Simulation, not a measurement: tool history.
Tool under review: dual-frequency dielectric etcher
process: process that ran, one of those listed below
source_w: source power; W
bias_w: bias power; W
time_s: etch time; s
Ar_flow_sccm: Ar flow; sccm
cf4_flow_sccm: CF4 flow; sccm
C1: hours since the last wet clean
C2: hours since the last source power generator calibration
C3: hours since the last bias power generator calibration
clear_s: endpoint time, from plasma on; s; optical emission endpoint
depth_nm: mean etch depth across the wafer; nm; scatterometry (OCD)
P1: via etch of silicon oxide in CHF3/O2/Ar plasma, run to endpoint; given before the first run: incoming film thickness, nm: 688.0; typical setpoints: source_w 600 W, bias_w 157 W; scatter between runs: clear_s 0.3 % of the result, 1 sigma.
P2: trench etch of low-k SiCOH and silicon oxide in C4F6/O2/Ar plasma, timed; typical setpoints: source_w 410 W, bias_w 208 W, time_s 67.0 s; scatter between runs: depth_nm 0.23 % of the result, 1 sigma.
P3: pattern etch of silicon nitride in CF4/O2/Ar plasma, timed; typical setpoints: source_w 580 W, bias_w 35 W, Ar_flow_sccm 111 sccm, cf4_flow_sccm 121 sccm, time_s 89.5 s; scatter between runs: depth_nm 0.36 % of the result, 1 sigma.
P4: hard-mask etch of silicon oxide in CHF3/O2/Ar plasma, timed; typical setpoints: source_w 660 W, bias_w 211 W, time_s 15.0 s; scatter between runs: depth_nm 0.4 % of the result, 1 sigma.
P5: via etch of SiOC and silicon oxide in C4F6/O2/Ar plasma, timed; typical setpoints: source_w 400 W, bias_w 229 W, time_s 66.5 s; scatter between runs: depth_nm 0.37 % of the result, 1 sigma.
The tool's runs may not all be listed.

{"run": 1, "hour": 3.3, "process": "P1", "source_w": 600, "bias_w": 157, "C1": 371.6, "C2": 1097.4, "C3": 439.8, "clear_s": 371.82}
{"run": 2, "hour": 7.3, "process": "P5", "source_w": 270, "bias_w": 229, "time_s": 66.5, "C1": 375.6, "C2": 1101.4, "C3": 443.8, "depth_nm": 70.754}
{"run": 3, "hour": 10.2, "process": "P2", "source_w": 280, "bias_w": 208, "time_s": 67.0, "C1": 378.5, "C2": 1104.3, "C3": 446.7, "depth_nm": 200.89}
{"run": 4, "hour": 13.3, "process": "P1", "source_w": 600, "bias_w": 157, "C1": 381.6, "C2": 1107.4, "C3": 449.8, "clear_s": 371.55}
{"run": 5, "hour": 16.2, "process": "P4", "source_w": 660, "bias_w": 143, "time_s": 15.0, "C1": 384.5, "C2": 1110.3, "C3": 452.7, "depth_nm": 29.196}
{"run": 6, "hour": 20.2, "process": "P1", "source_w": 790, "bias_w": 103, "C1": 388.5, "C2": 1114.3, "C3": 456.7, "clear_s": 380.29}
{"run": 7, "hour": 23.0, "process": "P4", "source_w": 390, "bias_w": 211, "time_s": 15.0, "C1": 391.3, "C2": 1117.1, "C3": 459.5, "depth_nm": 26.972}
{"run": 8, "hour": 26.7, "process": "P5", "source_w": 400, "bias_w": 164, "time_s": 66.5, "C1": 395.0, "C2": 1120.8, "C3": 463.2, "depth_nm": 73.443}
{"run": 9, "hour": 30.8, "process": "P2", "source_w": 410, "bias_w": 208, "time_s": 37.0, "C1": 399.1, "C2": 1124.9, "C3": 467.3, "depth_nm": 128.43}
{"run": 10, "hour": 33.6, "process": "P5", "source_w": 400, "bias_w": 229, "time_s": 36.5, "C1": 401.9, "C2": 1127.7, "C3": 470.1, "depth_nm": 44.852}
{"run": 11, "hour": 37.7, "process": "P1", "source_w": 600, "bias_w": 157, "C1": 406.0, "C2": 1131.8, "C3": 474.2, "clear_s": 370.78}
{"run": 12, "hour": 40.5, "process": "P2", "source_w": 410, "bias_w": 246, "time_s": 67.0, "C1": 408.8, "C2": 1134.6, "C3": 477.0, "depth_nm": 245.62}
{"run": 13, "hour": 44.9, "process": "P1", "source_w": 490, "bias_w": 157, "C1": 413.2, "C2": 1139.0, "C3": 481.4, "clear_s": 401.48}
{"run": 14, "hour": 47.4, "process": "P3", "source_w": 580, "bias_w": 35, "time_s": 89.5, "Ar_flow_sccm": 111, "cf4_flow_sccm": 121, "C1": 415.7, "C2": 1141.5, "C3": 483.9, "depth_nm": 171.13}
{"run": 15, "hour": 51.5, "process": "P3", "source_w": 580, "bias_w": 35, "time_s": 66.0, "Ar_flow_sccm": 111, "cf4_flow_sccm": 121, "C1": 419.8, "C2": 1145.6, "C3": 488.0, "depth_nm": 126.59}
{"run": 16, "hour": 55.7, "process": "P1", "source_w": 770, "bias_w": 157, "C1": 424.0, "C2": 1149.8, "C3": 492.2, "clear_s": 336.91}
{"run": 17, "hour": 58.4, "process": "P1", "source_w": 780, "bias_w": 119, "C1": 426.7, "C2": 1152.5, "C3": 494.9, "clear_s": 364.8}
{"run": 18, "hour": 63.2, "process": "P3", "source_w": 580, "bias_w": 27, "time_s": 89.5, "Ar_flow_sccm": 111, "cf4_flow_sccm": 121, "C1": 431.5, "C2": 1157.3, "C3": 499.7, "depth_nm": 158.05}
{"run": 19, "hour": 65.4, "process": "P5", "source_w": 400, "bias_w": 229, "time_s": 66.5, "C1": 433.7, "C2": 1159.5, "C3": 501.9, "depth_nm": 81.762}
{"run": 20, "hour": 67.7, "process": "P4", "source_w": 660, "bias_w": 211, "time_s": 15.0, "C1": 436.0, "C2": 1161.8, "C3": 504.2, "depth_nm": 33.006}
{"run": 21, "hour": 70.9, "process": "P4", "source_w": 660, "bias_w": 211, "time_s": 15.0, "C1": 439.2, "C2": 1165.0, "C3": 507.4, "depth_nm": 32.862}
{"run": 22, "hour": 73.6, "process": "P1", "source_w": 830, "bias_w": 104, "C1": 441.9, "C2": 1167.7, "C3": 510.1, "clear_s": 371.28}
{"run": 23, "hour": 77.5, "process": "P1", "source_w": 600, "bias_w": 190, "C1": 445.8, "C2": 1171.6, "C3": 514.0, "clear_s": 350.84}
{"run": 24, "hour": 82.0, "process": "P3", "source_w": 580, "bias_w": 35, "time_s": 89.5, "Ar_flow_sccm": 111, "cf4_flow_sccm": 92, "C1": 450.3, "C2": 1176.1, "C3": 518.5, "depth_nm": 164.85}
{"run": 25, "hour": 84.9, "process": "P1", "source_w": 600, "bias_w": 97, "C1": 453.2, "C2": 1179.0, "C3": 521.4, "clear_s": 431.81}
{"run": 26, "hour": 88.7, "process": "P1", "source_w": 600, "bias_w": 157, "C1": 457.0, "C2": 1182.8, "C3": 525.2, "clear_s": 372.06}
{"run": 27, "hour": 92.2, "process": "P2", "source_w": 410, "bias_w": 208, "time_s": 67.0, "C1": 460.5, "C2": 1186.3, "C3": 528.7, "depth_nm": 232.42}
{"run": 28, "hour": 94.8, "process": "P3", "source_w": 390, "bias_w": 35, "time_s": 89.5, "Ar_flow_sccm": 111, "cf4_flow_sccm": 121, "C1": 463.1, "C2": 1188.9, "C3": 531.3, "depth_nm": 121.41}
{"run": 29, "hour": 99.0, "process": "P1", "source_w": 600, "bias_w": 157, "C1": 467.3, "C2": 1193.1, "C3": 535.5, "clear_s": 371.43}
{"run": 30, "hour": 102.1, "process": "P5", "source_w": 400, "bias_w": 229, "time_s": 66.5, "C1": 470.4, "C2": 1196.2, "C3": 538.6, "depth_nm": 81.863}
{"run": 31, "hour": 104.8, "process": "P2", "source_w": 410, "bias_w": 208, "time_s": 67.0, "C1": 473.1, "C2": 1198.9, "C3": 541.3, "depth_nm": 231.92}
{"run": 32, "hour": 109.7, "process": "P4", "source_w": 660, "bias_w": 211, "time_s": 9.5, "C1": 478.0, "C2": 1203.8, "C3": 546.2, "depth_nm": 20.92}
{"run": 33, "hour": 114.6, "process": "P3", "source_w": 580, "bias_w": 35, "time_s": 89.5, "Ar_flow_sccm": 75, "cf4_flow_sccm": 121, "C1": 482.9, "C2": 1208.7, "C3": 551.1, "depth_nm": 179.69}
{"run": 34, "hour": 119.2, "process": "P3", "source_w": 580, "bias_w": 35, "time_s": 89.5, "Ar_flow_sccm": 111, "cf4_flow_sccm": 121, "C1": 487.5, "C2": 1213.3, "C3": 555.7, "depth_nm": 172.71}
{"run": 35, "hour": 123.6, "process": "P1", "source_w": 600, "bias_w": 157, "C1": 491.9, "C2": 1217.7, "C3": 560.1, "clear_s": 374.08}
{"run": 36, "hour": 125.9, "process": "P1", "source_w": 600, "bias_w": 157, "C1": 494.2, "C2": 1220.0, "C3": 562.4, "clear_s": 373.28}
{"run": 37, "hour": 130.5, "process": "P1", "source_w": 600, "bias_w": 157, "C1": 498.8, "C2": 1224.6, "C3": 567.0, "clear_s": 374.55}
{"run": 38, "hour": 135.2, "process": "P1", "source_w": 600, "bias_w": 157, "C1": 503.5, "C2": 1229.3, "C3": 571.7, "clear_s": 375.0}
{"run": 39, "hour": 139.1, "process": "P1", "source_w": 600, "bias_w": 157, "C1": 507.4, "C2": 1233.2, "C3": 575.6, "clear_s": 377.93}
{"hour": 139.8, "done": "wet clean of the chamber"}
{"run": 40, "hour": 143.1, "process": "P1", "source_w": 600, "bias_w": 157, "C1": 3.3, "C2": 1237.2, "C3": 579.6, "clear_s": 378.12}
{"run": 41, "hour": 147.0, "process": "P1", "source_w": 600, "bias_w": 157, "C1": 7.2, "C2": 1241.1, "C3": 583.5, "clear_s": 379.4}
{"run": 42, "hour": 151.8, "process": "P1", "source_w": 600, "bias_w": 157, "C1": 12.0, "C2": 1245.9, "C3": 588.3, "clear_s": 378.58}

The log shows P1 creeping away from where it was. Any of the 2 causes listed here, at the size stated for it, fits the log just as well as the others:
A: bias power that arrives under what is set, % = 4.84
B: source power that arrives under what is set, % = 4.1
The process output started creeping at around hour 123.6.
Excluded causes, each with its reason:
chamber walls in a state that lowers the etch rate, %: was serviced at hour 139.8, once the creep was under way, yet the earlier output never came back

You are offered 4 check runs, listed below with question marks in place of their results; each one averages 2 wafers. Which run separates the listed causes by giving clearly different results for each?
{"run": "check 1", "hour": 156.6, "process": "P3", "source_w": 490, "bias_w": 35, "time_s": 89.5, "Ar_flow_sccm": 111, "cf4_flow_sccm": 121, "depth_nm": "?"}
{"run": "check 2", "hour": 156.6, "process": "P5", "source_w": 400, "bias_w": 187, "time_s": 51.5, "depth_nm": "?"}
{"run": "check 3", "hour": 156.6, "process": "P4", "source_w": 410, "bias_w": 211, "time_s": 15.0, "depth_nm": "?"}
{"run": "check 4", "hour": 156.6, "process": "P2", "source_w": 410, "bias_w": 241, "time_s": 44.0, "depth_nm": "?"}

Check results expected under each cause:
check=check_1 result=depth_nm if_A=145.670 if_B=142.770
check=check_2 result=depth_nm if_A=58.333 if_B=58.324
check=check_3 result=depth_nm if_A=27.057 if_B=27.106
check=check_4 result=depth_nm if_A=157.330 if_B=157.410
Gap, in per cent, between the two causes that each check separates least, read from the result that separates them most: check 1 2.01 %; check 2 0.02 %; check 3 0.18 %; check 4 0.05 %
Check 1 tells the causes apart: in the others they would give nearly the same result.

Check 1 was then run and gave: depth_nm 146.100 nm. Which cause is it?

It was cause A: bias power that arrives under what is set, %.
